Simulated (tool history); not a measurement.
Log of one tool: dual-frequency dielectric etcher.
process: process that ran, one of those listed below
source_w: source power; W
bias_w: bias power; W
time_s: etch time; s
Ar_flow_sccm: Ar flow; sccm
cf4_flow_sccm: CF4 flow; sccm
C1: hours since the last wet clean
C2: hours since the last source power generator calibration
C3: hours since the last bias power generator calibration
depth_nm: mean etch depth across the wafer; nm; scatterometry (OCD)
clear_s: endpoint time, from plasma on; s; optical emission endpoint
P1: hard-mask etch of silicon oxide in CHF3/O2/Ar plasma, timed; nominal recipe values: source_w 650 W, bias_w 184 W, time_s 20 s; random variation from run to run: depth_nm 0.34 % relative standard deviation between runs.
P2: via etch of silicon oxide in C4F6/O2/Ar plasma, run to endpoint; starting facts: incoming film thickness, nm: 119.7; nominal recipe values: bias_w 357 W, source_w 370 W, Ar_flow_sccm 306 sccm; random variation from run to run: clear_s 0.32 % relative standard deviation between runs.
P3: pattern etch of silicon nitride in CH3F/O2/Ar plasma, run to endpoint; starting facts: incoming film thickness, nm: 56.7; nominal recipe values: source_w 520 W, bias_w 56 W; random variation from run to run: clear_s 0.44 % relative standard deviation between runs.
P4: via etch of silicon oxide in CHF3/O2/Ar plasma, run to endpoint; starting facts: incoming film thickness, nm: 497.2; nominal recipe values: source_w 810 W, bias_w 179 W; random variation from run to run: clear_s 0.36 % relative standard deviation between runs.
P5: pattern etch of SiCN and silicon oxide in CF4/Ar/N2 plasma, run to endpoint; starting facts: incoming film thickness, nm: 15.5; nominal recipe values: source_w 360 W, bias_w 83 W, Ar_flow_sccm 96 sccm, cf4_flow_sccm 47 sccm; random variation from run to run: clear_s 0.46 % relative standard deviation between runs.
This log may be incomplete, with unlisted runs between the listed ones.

run 1 hour=15.6 | process=P1 source_w=650 bias_w=184 time_s=20 | C1=222.9 C2=3933 C3=450.1 | depth_nm=40.01
run 2 hour=26.8 | process=P5 source_w=360 bias_w=83 Ar_flow_sccm=96 cf4_flow_sccm=38 | C1=234.1 C2=3944.2 C3=461.3 | clear_s=22.985
run 3 hour=41 | process=P4 source_w=550 bias_w=179 | C1=248.3 C2=3958.4 C3=475.5 | clear_s=261.92
run 4 hour=57.4 | process=P1 source_w=650 bias_w=132 time_s=20 | C1=264.7 C2=3974.8 C3=491.9 | depth_nm=36.124
run 5 hour=66.6 | process=P1 source_w=900 bias_w=184 time_s=27.5 | C1=273.9 C2=3984 C3=501.1 | depth_nm=62.371
run 6 hour=75.6 | process=P1 source_w=650 bias_w=184 time_s=20 | C1=282.9 C2=3993 C3=510.1 | depth_nm=39.986
run 7 hour=85.8 | process=P3 source_w=730 bias_w=56 | C1=293.1 C2=4003.2 C3=520.3 | clear_s=68.996
run 8 hour=96.3 | process=P5 source_w=360 bias_w=83 Ar_flow_sccm=96 cf4_flow_sccm=47 | C1=303.6 C2=4013.7 C3=530.8 | clear_s=22.266
run 9 hour=108.9 | process=P1 source_w=650 bias_w=184 time_s=20 | C1=316.2 C2=4026.3 C3=543.4 | depth_nm=39.949
run 10 hour=122.1 | process=P1 source_w=850 bias_w=184 time_s=20 | C1=329.4 C2=4039.5 C3=556.6 | depth_nm=44.283
run 11 hour=137.7 | process=P1 source_w=650 bias_w=184 time_s=20 | C1=345 C2=4055.1 C3=572.2 | depth_nm=40.109
run 12 hour=151.2 | process=P5 source_w=360 bias_w=83 Ar_flow_sccm=96 cf4_flow_sccm=47 | C1=358.5 C2=4068.6 C3=585.7 | clear_s=22.546
run 13 hour=161.1 | process=P2 source_w=370 bias_w=497 Ar_flow_sccm=306 | C1=368.4 C2=4078.5 C3=595.6 | clear_s=27.28
-- hour=163.2 source power generator calibrated
run 14 hour=168.6 | process=P2 source_w=370 bias_w=357 Ar_flow_sccm=190 | C1=375.9 C2=5.4 C3=603.1 | clear_s=29.179
run 15 hour=181.3 | process=P2 source_w=490 bias_w=357 Ar_flow_sccm=306 | C1=388.6 C2=18.1 C3=615.8 | clear_s=27.759
run 16 hour=192.2 | process=P4 source_w=810 bias_w=239 | C1=399.5 C2=29 C3=626.7 | clear_s=204.42
run 17 hour=200.2 | process=P3 source_w=520 bias_w=56 | C1=407.5 C2=37 C3=634.7 | clear_s=78.945
run 18 hour=216.2 | process=P1 source_w=650 bias_w=184 time_s=20 | C1=423.5 C2=53 C3=650.7 | depth_nm=40.201
run 19 hour=225.1 | process=P2 source_w=370 bias_w=357 Ar_flow_sccm=306 | C1=432.4 C2=61.9 C3=659.6 | clear_s=30.873
run 20 hour=234.2 | process=P5 source_w=360 bias_w=62 Ar_flow_sccm=96 cf4_flow_sccm=47 | C1=441.5 C2=71 C3=668.7 | clear_s=24.836
run 21 hour=242.2 | process=P5 source_w=290 bias_w=83 Ar_flow_sccm=96 cf4_flow_sccm=47 | C1=449.5 C2=79 C3=676.7 | clear_s=27.002
run 22 hour=250.9 | process=P5 source_w=360 bias_w=83 Ar_flow_sccm=62 cf4_flow_sccm=47 | C1=458.2 C2=87.7 C3=685.4 | clear_s=21.103
run 23 hour=267.6 | process=P1 source_w=650 bias_w=184 time_s=20 | C1=474.9 C2=104.4 C3=702.1 | depth_nm=40.031
run 24 hour=284.2 | process=P1 source_w=650 bias_w=223 time_s=20 | C1=491.5 C2=121 C3=718.7 | depth_nm=42.818
run 25 hour=296.6 | process=P1 source_w=650 bias_w=184 time_s=15.5 | C1=503.9 C2=133.4 C3=731.1 | depth_nm=30.946
run 26 hour=306.9 | process=P1 source_w=650 bias_w=184 time_s=27.5 | C1=514.2 C2=143.7 C3=741.4 | depth_nm=55.275
run 27 hour=314.4 | process=P4 source_w=810 bias_w=179 | C1=521.7 C2=151.2 C3=748.9 | clear_s=224.49
run 28 hour=330.8 | process=P1 source_w=650 bias_w=184 time_s=20 | C1=538.1 C2=167.6 C3=765.3 | depth_nm=39.946
run 29 hour=341.3 | process=P1 source_w=540 bias_w=184 time_s=27 | C1=548.6 C2=178.1 C3=775.8 | depth_nm=50.501
run 30 hour=350.9 | process=P1 source_w=460 bias_w=184 time_s=20 | C1=558.2 C2=187.7 C3=785.4 | depth_nm=34.97
run 31 hour=358.4 | process=P3 source_w=520 bias_w=38 | C1=565.7 C2=195.2 C3=792.9 | clear_s=88.337

Estimate the outcome of run 32 from the log above:
run 32 hour=374.4 | process=P1 source_w=650 bias_w=184 time_s=20 | C1=581.7 C2=211.2 C3=808.9 | depth_nm=?

Run 32 gave depth_nm 39.997 nm.

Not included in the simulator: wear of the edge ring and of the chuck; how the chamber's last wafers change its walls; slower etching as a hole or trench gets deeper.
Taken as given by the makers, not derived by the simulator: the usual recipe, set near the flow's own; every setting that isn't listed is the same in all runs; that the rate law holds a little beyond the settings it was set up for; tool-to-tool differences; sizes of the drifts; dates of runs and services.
